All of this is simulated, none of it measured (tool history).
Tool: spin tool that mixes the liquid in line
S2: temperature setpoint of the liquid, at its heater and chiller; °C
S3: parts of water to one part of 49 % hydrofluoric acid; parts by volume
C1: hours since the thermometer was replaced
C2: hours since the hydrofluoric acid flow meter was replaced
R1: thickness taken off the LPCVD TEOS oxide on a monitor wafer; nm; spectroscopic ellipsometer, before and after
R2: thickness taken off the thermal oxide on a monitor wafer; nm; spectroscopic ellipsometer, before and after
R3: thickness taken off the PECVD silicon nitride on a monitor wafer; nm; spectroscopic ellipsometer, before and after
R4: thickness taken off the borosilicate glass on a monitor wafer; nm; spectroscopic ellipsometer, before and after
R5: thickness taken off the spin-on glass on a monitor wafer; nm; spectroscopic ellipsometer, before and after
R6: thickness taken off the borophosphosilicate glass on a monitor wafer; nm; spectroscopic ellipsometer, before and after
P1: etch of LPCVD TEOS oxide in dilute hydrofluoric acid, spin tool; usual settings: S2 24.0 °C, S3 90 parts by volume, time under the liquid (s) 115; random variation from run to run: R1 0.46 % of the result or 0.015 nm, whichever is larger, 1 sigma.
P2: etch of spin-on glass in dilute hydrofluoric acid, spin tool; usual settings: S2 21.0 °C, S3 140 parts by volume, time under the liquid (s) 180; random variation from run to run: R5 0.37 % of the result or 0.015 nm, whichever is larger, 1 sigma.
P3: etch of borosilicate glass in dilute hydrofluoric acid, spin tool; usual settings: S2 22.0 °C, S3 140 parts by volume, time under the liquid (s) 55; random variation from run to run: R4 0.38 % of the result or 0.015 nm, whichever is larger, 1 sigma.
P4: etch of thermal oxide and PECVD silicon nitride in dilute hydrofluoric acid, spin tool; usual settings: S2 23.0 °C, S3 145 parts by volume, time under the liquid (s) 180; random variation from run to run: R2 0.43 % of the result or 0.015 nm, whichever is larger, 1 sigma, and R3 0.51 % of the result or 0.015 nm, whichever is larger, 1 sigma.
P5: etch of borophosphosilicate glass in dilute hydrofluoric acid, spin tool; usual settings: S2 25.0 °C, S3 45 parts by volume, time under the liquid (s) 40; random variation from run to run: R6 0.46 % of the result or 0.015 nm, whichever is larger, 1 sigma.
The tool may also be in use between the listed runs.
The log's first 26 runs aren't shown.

run 27 hour=297.0 | process_that_ran=P5 S2=25.0 S3=45 time_under_the_liquid_(s)=65 | C1=519.0 C2=607.0 | R6=61.621
run 28 hour=305.6 | process_that_ran=P1 S2=24.0 S3=90 time_under_the_liquid_(s)=115 | C1=527.6 C2=615.6 | R1=51.290
-- hour=306.9 thermometer replaced
run 29 hour=319.6 | process_that_ran=P3 S2=22.0 S3=140 time_under_the_liquid_(s)=55 | C1=12.8 C2=629.6 | R4=7.3205
run 30 hour=333.0 | process_that_ran=P2 S2=21.0 S3=45 time_under_the_liquid_(s)=180 | C1=26.2 C2=643.0 | R5=95.896
run 31 hour=348.6 | process_that_ran=P1 S2=24.0 S3=90 time_under_the_liquid_(s)=55 | C1=41.8 C2=658.6 | R1=24.044
run 32 hour=358.3 | process_that_ran=P5 S2=25.0 S3=45 time_under_the_liquid_(s)=40 | C1=51.5 C2=668.3 | R6=38.106
run 33 hour=368.7 | process_that_ran=P4 S2=23.0 S3=145 time_under_the_liquid_(s)=180 | C1=61.9 C2=678.7 | R2=5.3613 R3=5.0926
run 34 hour=380.5 | process_that_ran=P1 S2=24.0 S3=90 time_under_the_liquid_(s)=115 | C1=73.7 C2=690.5 | R1=51.007
run 35 hour=394.9 | process_that_ran=P1 S2=24.0 S3=90 time_under_the_liquid_(s)=115 | C1=88.1 C2=704.9 | R1=49.232
run 36 hour=405.5 | process_that_ran=P1 S2=24.0 S3=90 time_under_the_liquid_(s)=115 | C1=98.7 C2=715.5 | R1=48.389
run 37 hour=419.1 | process_that_ran=P1 S2=24.0 S3=90 time_under_the_liquid_(s)=115 | C1=112.3 C2=729.1 | R1=47.671
run 38 hour=433.2 | process_that_ran=P1 S2=24.0 S3=90 time_under_the_liquid_(s)=115 | C1=126.4 C2=743.2 | R1=46.890
run 39 hour=441.6 | process_that_ran=P1 S2=24.0 S3=90 time_under_the_liquid_(s)=115 | C1=134.8 C2=751.6 | R1=46.969
run 40 hour=453.0 | process_that_ran=P1 S2=24.0 S3=90 time_under_the_liquid_(s)=115 | C1=146.2 C2=763.0 | R1=46.911
run 41 hour=464.6 | process_that_ran=P1 S2=24.0 S3=90 time_under_the_liquid_(s)=115 | C1=157.8 C2=774.6 | R1=46.515
run 42 hour=471.7 | process_that_ran=P1 S2=24.0 S3=90 time_under_the_liquid_(s)=115 | C1=164.9 C2=781.7 | R1=46.827
run 43 hour=481.2 | process_that_ran=P1 S2=24.0 S3=90 time_under_the_liquid_(s)=115 | C1=174.4 C2=791.2 | R1=46.397

Run 44 comes next. What will it give?
run 44 hour=496.8 | process_that_ran=P1 S2=24.0 S3=90 time_under_the_liquid_(s)=115 | C1=190.0 C2=806.8 | R1=?

{"run 44": {"R1": 46.34}}
